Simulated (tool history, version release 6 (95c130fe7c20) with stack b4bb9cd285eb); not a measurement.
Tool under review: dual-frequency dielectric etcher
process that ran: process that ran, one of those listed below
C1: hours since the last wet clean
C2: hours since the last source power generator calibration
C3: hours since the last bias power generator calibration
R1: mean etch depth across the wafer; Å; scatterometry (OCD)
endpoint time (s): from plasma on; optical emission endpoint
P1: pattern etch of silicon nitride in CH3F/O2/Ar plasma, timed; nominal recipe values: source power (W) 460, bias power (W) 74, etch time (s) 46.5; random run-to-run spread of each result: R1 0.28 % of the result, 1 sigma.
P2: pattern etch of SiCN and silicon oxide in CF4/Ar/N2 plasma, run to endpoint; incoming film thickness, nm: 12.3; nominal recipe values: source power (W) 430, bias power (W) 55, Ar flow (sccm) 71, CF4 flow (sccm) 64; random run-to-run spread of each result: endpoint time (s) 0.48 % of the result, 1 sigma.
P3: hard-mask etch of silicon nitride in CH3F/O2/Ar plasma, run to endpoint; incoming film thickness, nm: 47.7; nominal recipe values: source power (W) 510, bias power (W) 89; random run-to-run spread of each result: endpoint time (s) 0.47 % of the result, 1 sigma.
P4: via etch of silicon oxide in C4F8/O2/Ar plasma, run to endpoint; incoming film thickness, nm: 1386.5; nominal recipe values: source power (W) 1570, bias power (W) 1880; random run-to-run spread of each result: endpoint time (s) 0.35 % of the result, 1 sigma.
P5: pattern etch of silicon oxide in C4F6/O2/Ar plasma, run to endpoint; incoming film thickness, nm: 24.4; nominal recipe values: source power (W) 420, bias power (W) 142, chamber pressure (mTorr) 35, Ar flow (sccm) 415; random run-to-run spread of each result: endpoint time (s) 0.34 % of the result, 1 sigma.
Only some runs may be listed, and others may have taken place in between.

Run 1, hour 2.7: process that ran P1, source power (W) 460, bias power (W) 74, etch time (s) 46.5; C1 100.1; C2 1944.8; C3 3821.8. Result: R1 340.15 Å.
Run 2, hour 5.1: process that ran P1, source power (W) 460, bias power (W) 74, etch time (s) 46.5; C1 102.5; C2 1947.2; C3 3824.2. Result: R1 338.76 Å.
Run 3, hour 8.7: process that ran P1, source power (W) 460, bias power (W) 74, etch time (s) 46.5; C1 106.1; C2 1950.8; C3 3827.8. Result: R1 341.11 Å.
Run 4, hour 11.9: process that ran P1, source power (W) 460, bias power (W) 74, etch time (s) 26; C1 109.3; C2 1954; C3 3831. Result: R1 189.95 Å.
Run 5, hour 14.5: process that ran P1, source power (W) 350, bias power (W) 74, etch time (s) 46.5; C1 111.9; C2 1956.6; C3 3833.6. Result: R1 306.31 Å.
Run 6, hour 16.9: process that ran P5, source power (W) 420, bias power (W) 83, chamber pressure (mTorr) 35, Ar flow (sccm) 415; C1 114.3; C2 1959; C3 3836. Result: endpoint time (s) 9.9661.
Run 7, hour 20: process that ran P1, source power (W) 460, bias power (W) 74, etch time (s) 68.5; C1 117.4; C2 1962.1; C3 3839.1. Result: R1 502.2 Å.
Run 8, hour 23.2: process that ran P5, source power (W) 540, bias power (W) 142, chamber pressure (mTorr) 35, Ar flow (sccm) 415; C1 120.6; C2 1965.3; C3 3842.3. Result: endpoint time (s) 7.7944.
Run 9, hour 25.8: process that ran P1, source power (W) 460, bias power (W) 45, etch time (s) 46.5; C1 123.2; C2 1967.9; C3 3844.9. Result: R1 290.46 Å.
Run 10, hour 28: process that ran P5, source power (W) 420, bias power (W) 142, chamber pressure (mTorr) 43, Ar flow (sccm) 415; C1 125.4; C2 1970.1; C3 3847.1. Result: endpoint time (s) 8.8502.
Run 11, hour 30.7: process that ran P2, source power (W) 430, bias power (W) 55, Ar flow (sccm) 57, CF4 flow (sccm) 64; C1 128.1; C2 1972.8; C3 3849.8. Result: endpoint time (s) 15.34.
Run 12, hour 33.2: process that ran P5, source power (W) 420, bias power (W) 142, chamber pressure (mTorr) 35, Ar flow (sccm) 415; C1 130.6; C2 1975.3; C3 3852.3. Result: endpoint time (s) 8.5652.
Run 13, hour 37.2: process that ran P1, source power (W) 460, bias power (W) 74, etch time (s) 46.5; C1 134.6; C2 1979.3; C3 3856.3. Result: R1 340.79 Å.
Run 14, hour 40.1: process that ran P2, source power (W) 430, bias power (W) 55, Ar flow (sccm) 71, CF4 flow (sccm) 64; C1 137.5; C2 1982.2; C3 3859.2. Result: endpoint time (s) 16.039.
Run 15, hour 43: process that ran P4, source power (W) 1570, bias power (W) 1880; C1 140.4; C2 1985.1; C3 3862.1. Result: endpoint time (s) 302.27.
At hour 45.3: bias power generator calibrated.
Run 16, hour 45.9: process that ran P2, source power (W) 430, bias power (W) 37, Ar flow (sccm) 71, CF4 flow (sccm) 64; C1 143.3; C2 1988; C3 0.7. Result: endpoint time (s) 17.859.
Run 17, hour 50.2: process that ran P3, source power (W) 660, bias power (W) 89; C1 147.6; C2 1992.3; C3 5. Result: endpoint time (s) 52.878.
Run 18, hour 54.4: process that ran P2, source power (W) 570, bias power (W) 55, Ar flow (sccm) 71, CF4 flow (sccm) 64; C1 151.8; C2 1996.5; C3 9.2. Result: endpoint time (s) 12.451.
Run 19, hour 57.1: process that ran P4, source power (W) 1570, bias power (W) 1416; C1 154.5; C2 1999.2; C3 11.9. Result: endpoint time (s) 327.23.
Run 20, hour 59: process that ran P1, source power (W) 320, bias power (W) 74, etch time (s) 27.5; C1 156.4; C2 2001.1; C3 13.8. Result: R1 175.43 Å.
Run 21, hour 61.2: process that ran P1, source power (W) 460, bias power (W) 96, etch time (s) 46.5; C1 158.6; C2 2003.3; C3 16. Result: R1 372.24 Å.
Run 22, hour 63.8: process that ran P4, source power (W) 1900, bias power (W) 1880; C1 161.2; C2 2005.9; C3 18.6. Result: endpoint time (s) 279.95.
Run 23, hour 67.3: process that ran P1, source power (W) 580, bias power (W) 74, etch time (s) 46.5; C1 164.7; C2 2009.4; C3 22.1. Result: R1 371.6 Å.
Run 24, hour 71.6: process that ran P4, source power (W) 1570, bias power (W) 1880; C1 169; C2 2013.7; C3 26.4. Result: endpoint time (s) 303.17.
Run 25, hour 73.9: process that ran P2, source power (W) 430, bias power (W) 55, Ar flow (sccm) 71, CF4 flow (sccm) 48; C1 171.3; C2 2016; C3 28.7. Result: endpoint time (s) 16.646.
Run 26, hour 77.1: process that ran P1, source power (W) 460, bias power (W) 74, etch time (s) 46.5; C1 174.5; C2 2019.2; C3 31.9. Result: R1 339.87 Å.
Run 27, hour 81: process that ran P1, source power (W) 550, bias power (W) 74, etch time (s) 34.5; C1 178.4; C2 2023.1; C3 35.8. Result: R1 270.58 Å.
Run 28, hour 83.1: process that ran P3, source power (W) 510, bias power (W) 62; C1 180.5; C2 2025.2; C3 37.9. Result: endpoint time (s) 65.136.
Run 29, hour 86.6: process that ran P5, source power (W) 420, bias power (W) 142, chamber pressure (mTorr) 35, Ar flow (sccm) 337; C1 184; C2 2028.7; C3 41.4. Result: endpoint time (s) 8.4192.
Run 30, hour 90.4: process that ran P1, source power (W) 460, bias power (W) 74, etch time (s) 46.5; C1 187.8; C2 2032.5; C3 45.2. Result: R1 340.93 Å.
Run 31, hour 93: process that ran P5, source power (W) 420, bias power (W) 142, chamber pressure (mTorr) 35, Ar flow (sccm) 415; C1 190.4; C2 2035.1; C3 47.8. Result: endpoint time (s) 8.5742.
Run 32, hour 97.2: process that ran P3, source power (W) 510, bias power (W) 89; C1 194.6; C2 2039.3; C3 52. Result: endpoint time (s) 57.879.
Run 33, hour 100.9: process that ran P1, source power (W) 460, bias power (W) 74, etch time (s) 46.5; C1 198.3; C2 2043; C3 55.7. Result: R1 340.79 Å.
Run 34, hour 103: process that ran P1, source power (W) 460, bias power (W) 74, etch time (s) 46.5; C1 200.4; C2 2045.1; C3 57.8. Result: R1 342.27 Å.
Run 35, hour 106.2: process that ran P1, source power (W) 460, bias power (W) 74, etch time (s) 46.5; C1 203.6; C2 2048.3; C3 61. Result: R1 345.01 Å.
At hour 107.7: wet clean of the chamber.
Run 36, hour 108.4: process that ran P1, source power (W) 460, bias power (W) 74, etch time (s) 46.5; C1 0.7; C2 2050.5; C3 63.2. Result: R1 342.68 Å.
Run 37, hour 111.9: process that ran P1, source power (W) 460, bias power (W) 74, etch time (s) 46.5; C1 4.2; C2 2054; C3 66.7. Result: R1 344.1 Å.
Run 38, hour 114.1: process that ran P1, source power (W) 460, bias power (W) 74, etch time (s) 46.5; C1 6.4; C2 2056.2; C3 68.9. Result: R1 343.9 Å.
Run 39, hour 117.9: process that ran P1, source power (W) 460, bias power (W) 74, etch time (s) 46.5; C1 10.2; C2 2060; C3 72.7. Result: R1 344.69 Å.

The log shows P1 creeping away from where it was. Any of the 2 causes listed here, at the size stated for it, fits the log just as well as the others:
A: bias power that arrives over what is set, % = 4.31
B: source power that arrives over what is set, % = 3.88
The onset of the drift is placed at about hour 100.9.
Ruled out, with reasons:
chamber walls in a state that raises the etch rate, %: its service at hour 107.7 followed the start of the drift and did not put the process back to its old value

4 check runs are offered, each on 3 wafers whose results are averaged, their results left as question marks. Which one tells the causes apart?
Run check 1, hour 121.7: process that ran P2, source power (W) 430, bias power (W) 55, Ar flow (sccm) 71, CF4 flow (sccm) 64. Result: endpoint time (s) ?.
Run check 2, hour 121.7: process that ran P4, source power (W) 1570, bias power (W) 1880. Result: endpoint time (s) ?.
Run check 3, hour 121.7: process that ran P5, source power (W) 420, bias power (W) 142, chamber pressure (mTorr) 35, Ar flow (sccm) 415. Result: endpoint time (s) ?.
Run check 4, hour 121.7: process that ran P3, source power (W) 510, bias power (W) 89. Result: endpoint time (s) ?.

What each check would give under each cause:
  check             result    if A    if B
check 1  endpoint time (s)  15.814  15.485
check 2  endpoint time (s)  299.19  298.29
check 3  endpoint time (s)  8.4981  8.4774
check 4  endpoint time (s)  56.933  56.967
Distance between the nearest two causes, measured in the result of the check that separates them most: check 1 2.1 %; check 2 0.3 %; check 3 0.24 %; check 4 0.06 %
Check 1 is the one run that separates the causes; every other check would come out nearly the same whichever cause is at work.

Then check 1 was run and gave: endpoint time (s) 15.9. Which cause is it?

Of the candidate causes, it is A: bias power that arrives over what is set, %.
